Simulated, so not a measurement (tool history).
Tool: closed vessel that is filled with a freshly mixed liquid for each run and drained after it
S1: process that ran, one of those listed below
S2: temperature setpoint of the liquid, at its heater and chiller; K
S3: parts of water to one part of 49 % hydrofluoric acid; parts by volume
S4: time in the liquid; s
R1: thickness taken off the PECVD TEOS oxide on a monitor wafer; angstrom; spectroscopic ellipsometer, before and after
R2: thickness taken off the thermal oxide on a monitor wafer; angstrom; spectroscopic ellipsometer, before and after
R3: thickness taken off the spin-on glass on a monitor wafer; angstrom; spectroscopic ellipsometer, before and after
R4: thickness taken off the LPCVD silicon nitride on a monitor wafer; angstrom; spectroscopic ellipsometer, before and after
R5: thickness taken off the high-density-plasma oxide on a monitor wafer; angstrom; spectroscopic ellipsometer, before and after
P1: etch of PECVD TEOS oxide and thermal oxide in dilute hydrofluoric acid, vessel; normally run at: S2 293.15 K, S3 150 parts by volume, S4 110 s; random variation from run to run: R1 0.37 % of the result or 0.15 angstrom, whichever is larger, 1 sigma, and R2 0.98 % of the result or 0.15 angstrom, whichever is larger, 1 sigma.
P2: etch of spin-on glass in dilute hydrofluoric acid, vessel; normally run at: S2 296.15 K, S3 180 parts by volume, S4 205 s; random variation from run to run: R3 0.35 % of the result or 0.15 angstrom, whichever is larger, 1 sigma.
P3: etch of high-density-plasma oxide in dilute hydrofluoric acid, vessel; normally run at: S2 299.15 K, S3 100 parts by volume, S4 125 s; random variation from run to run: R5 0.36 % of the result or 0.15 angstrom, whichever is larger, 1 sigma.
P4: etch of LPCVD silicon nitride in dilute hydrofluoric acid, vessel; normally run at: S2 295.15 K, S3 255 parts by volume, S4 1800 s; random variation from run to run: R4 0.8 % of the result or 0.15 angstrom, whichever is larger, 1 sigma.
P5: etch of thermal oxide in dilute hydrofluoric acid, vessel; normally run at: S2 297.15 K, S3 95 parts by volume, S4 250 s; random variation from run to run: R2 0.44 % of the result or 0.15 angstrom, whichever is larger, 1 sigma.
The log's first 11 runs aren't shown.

| run | hour | S1 | S2 | S3 | S4 | R1 | R2 | R3 | R4 | R5 |
|---|---|---|---|---|---|---|---|---|---|---|
| 12 | 176.6 | P1 | 299.65 | 150 | 110 | 167.21 | 34.177 |  |  |  |
| 13 | 186.2 | P3 | 299.15 | 100 | 125 |  |  |  |  | 97.793 |
| 14 | 196.4 | P4 | 295.15 | 385 | 1800 |  |  |  | 18.516 |  |
| 15 | 213.4 | P4 | 295.15 | 255 | 1800 |  |  |  | 27.629 |  |
| 16 | 223.9 | P3 | 306.65 | 100 | 125 |  |  |  |  | 130.68 |
| 17 | 236.4 | P1 | 293.15 | 150 | 110 | 129.19 | 27.086 |  |  |  |
| 18 | 254.1 | P1 | 293.15 | 150 | 110 | 130.05 | 26.8 |  |  |  |
| 19 | 267.7 | P2 | 296.15 | 180 | 205 |  |  | 428.09 |  |  |
| 20 | 276.1 | P3 | 299.15 | 100 | 60 |  |  |  |  | 47.439 |
| 21 | 286.3 | P5 | 297.15 | 95 | 415 |  | 204.51 |  |  |  |
| 22 | 301.8 | P1 | 293.15 | 150 | 110 | 129.95 | 27.012 |  |  |  |
| 23 | 313.2 | P1 | 293.15 | 265 | 110 | 65.776 | 13.402 |  |  |  |
| 24 | 332 | P1 | 293.15 | 150 | 110 | 129.55 | 26.785 |  |  |  |
| 25 | 341.5 | P1 | 293.15 | 150 | 110 | 129.77 | 26.652 |  |  |  |
| 26 | 355.3 | P2 | 290.15 | 180 | 205 |  |  | 338.89 |  |  |
| 27 | 368.2 | P1 | 290.15 | 150 | 30 | 31.308 | 6.4678 |  |  |  |
| 28 | 380.4 | P5 | 297.15 | 40 | 250 |  | 314.47 |  |  |  |
| 29 | 389 | P2 | 296.15 | 180 | 70 |  |  | 146.89 |  |  |

Run 30 comes next. What will it give?
| 30 | 401.7 | P1 | 293.15 | 150 | 30 | ? | ? |  |  |  |

R1: 35.229 angstrom
R2: 7.2817 angstrom
